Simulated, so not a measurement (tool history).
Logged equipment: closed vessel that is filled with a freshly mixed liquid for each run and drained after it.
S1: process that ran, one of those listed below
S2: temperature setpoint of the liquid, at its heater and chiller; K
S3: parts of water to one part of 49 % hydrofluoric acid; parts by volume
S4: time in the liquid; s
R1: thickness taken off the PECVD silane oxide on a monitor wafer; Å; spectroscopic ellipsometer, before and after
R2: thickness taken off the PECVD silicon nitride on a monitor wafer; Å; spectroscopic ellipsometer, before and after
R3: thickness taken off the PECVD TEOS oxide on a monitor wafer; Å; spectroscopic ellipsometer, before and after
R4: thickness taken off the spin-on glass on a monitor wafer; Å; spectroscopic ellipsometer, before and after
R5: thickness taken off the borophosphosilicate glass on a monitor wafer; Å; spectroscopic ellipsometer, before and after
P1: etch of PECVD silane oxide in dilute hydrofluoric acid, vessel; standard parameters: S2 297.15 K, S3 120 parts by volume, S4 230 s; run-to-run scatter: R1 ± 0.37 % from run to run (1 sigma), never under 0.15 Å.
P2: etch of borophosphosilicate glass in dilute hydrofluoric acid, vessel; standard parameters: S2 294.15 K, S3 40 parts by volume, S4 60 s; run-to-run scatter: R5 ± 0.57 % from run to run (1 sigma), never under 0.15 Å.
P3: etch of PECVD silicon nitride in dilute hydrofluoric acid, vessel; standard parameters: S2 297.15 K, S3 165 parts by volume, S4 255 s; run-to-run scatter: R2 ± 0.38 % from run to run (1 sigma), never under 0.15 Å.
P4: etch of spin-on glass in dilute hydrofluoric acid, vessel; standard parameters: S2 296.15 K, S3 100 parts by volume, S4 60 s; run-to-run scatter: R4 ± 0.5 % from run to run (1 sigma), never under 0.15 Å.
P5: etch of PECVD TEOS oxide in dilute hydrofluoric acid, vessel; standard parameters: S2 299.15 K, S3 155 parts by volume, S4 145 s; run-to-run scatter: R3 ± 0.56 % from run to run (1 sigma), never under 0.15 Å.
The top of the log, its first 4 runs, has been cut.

{"run": 5, "hour": 20.7, "S1": "P3", "S2": 297.15, "S3": 165, "S4": 255, "R2": 62.613}
{"run": 6, "hour": 23.4, "S1": "P5", "S2": 299.15, "S3": 155, "S4": 145, "R3": 143.67}
{"run": 7, "hour": 28.2, "S1": "P1", "S2": 302.65, "S3": 120, "S4": 230, "R1": 471.83}
{"run": 8, "hour": 32.1, "S1": "P4", "S2": 296.15, "S3": 100, "S4": 60, "R4": 354.99}
{"run": 9, "hour": 36.9, "S1": "P2", "S2": 290.15, "S3": 40, "S4": 60, "R5": 1040.2}
{"run": 10, "hour": 40.4, "S1": "P2", "S2": 294.15, "S3": 40, "S4": 60, "R5": 1225.6}
{"run": 11, "hour": 43.3, "S1": "P1", "S2": 297.15, "S3": 55, "S4": 230, "R1": 898.55}
{"run": 12, "hour": 48.0, "S1": "P1", "S2": 297.15, "S3": 185, "S4": 230, "R1": 229.39}
{"run": 13, "hour": 53.8, "S1": "P3", "S2": 297.15, "S3": 165, "S4": 75, "R2": 18.665}
{"run": 14, "hour": 57.7, "S1": "P4", "S2": 302.65, "S3": 100, "S4": 60, "R4": 457.56}
{"run": 15, "hour": 63.5, "S1": "P1", "S2": 297.15, "S3": 120, "S4": 80, "R1": 132.31}
{"run": 16, "hour": 68.8, "S1": "P1", "S2": 292.15, "S3": 120, "S4": 230, "R1": 314.23}
{"run": 17, "hour": 73.8, "S1": "P1", "S2": 297.15, "S3": 120, "S4": 230, "R1": 381.82}
{"run": 18, "hour": 77.4, "S1": "P5", "S2": 299.15, "S3": 275, "S4": 145, "R3": 70.837}
{"run": 19, "hour": 83.0, "S1": "P5", "S2": 303.15, "S3": 155, "S4": 145, "R3": 166.76}
{"run": 20, "hour": 88.6, "S1": "P4", "S2": 296.15, "S3": 40, "S4": 60, "R4": 951.84}
{"run": 21, "hour": 92.2, "S1": "P1", "S2": 297.15, "S3": 120, "S4": 230, "R1": 380.91}
{"run": 22, "hour": 97.7, "S1": "P3", "S2": 297.15, "S3": 235, "S4": 255, "R2": 43.875}
{"run": 23, "hour": 100.5, "S1": "P3", "S2": 305.15, "S3": 165, "S4": 255, "R2": 102.95}
{"run": 24, "hour": 103.5, "S1": "P1", "S2": 297.15, "S3": 120, "S4": 230, "R1": 381.06}
{"run": 25, "hour": 106.1, "S1": "P4", "S2": 296.15, "S3": 100, "S4": 30, "R4": 176.51}
{"run": 26, "hour": 110.2, "S1": "P1", "S2": 297.15, "S3": 200, "S4": 445, "R1": 404.75}
{"run": 27, "hour": 114.7, "S1": "P2", "S2": 294.15, "S3": 40, "S4": 60, "R5": 1229.8}

For run 28, what comes out?
{"run": 28, "hour": 119.5, "S1": "P2", "S2": 294.15, "S3": 65, "S4": 60, "R5": "?"}

Run 28 produced R5 726.37 Å.

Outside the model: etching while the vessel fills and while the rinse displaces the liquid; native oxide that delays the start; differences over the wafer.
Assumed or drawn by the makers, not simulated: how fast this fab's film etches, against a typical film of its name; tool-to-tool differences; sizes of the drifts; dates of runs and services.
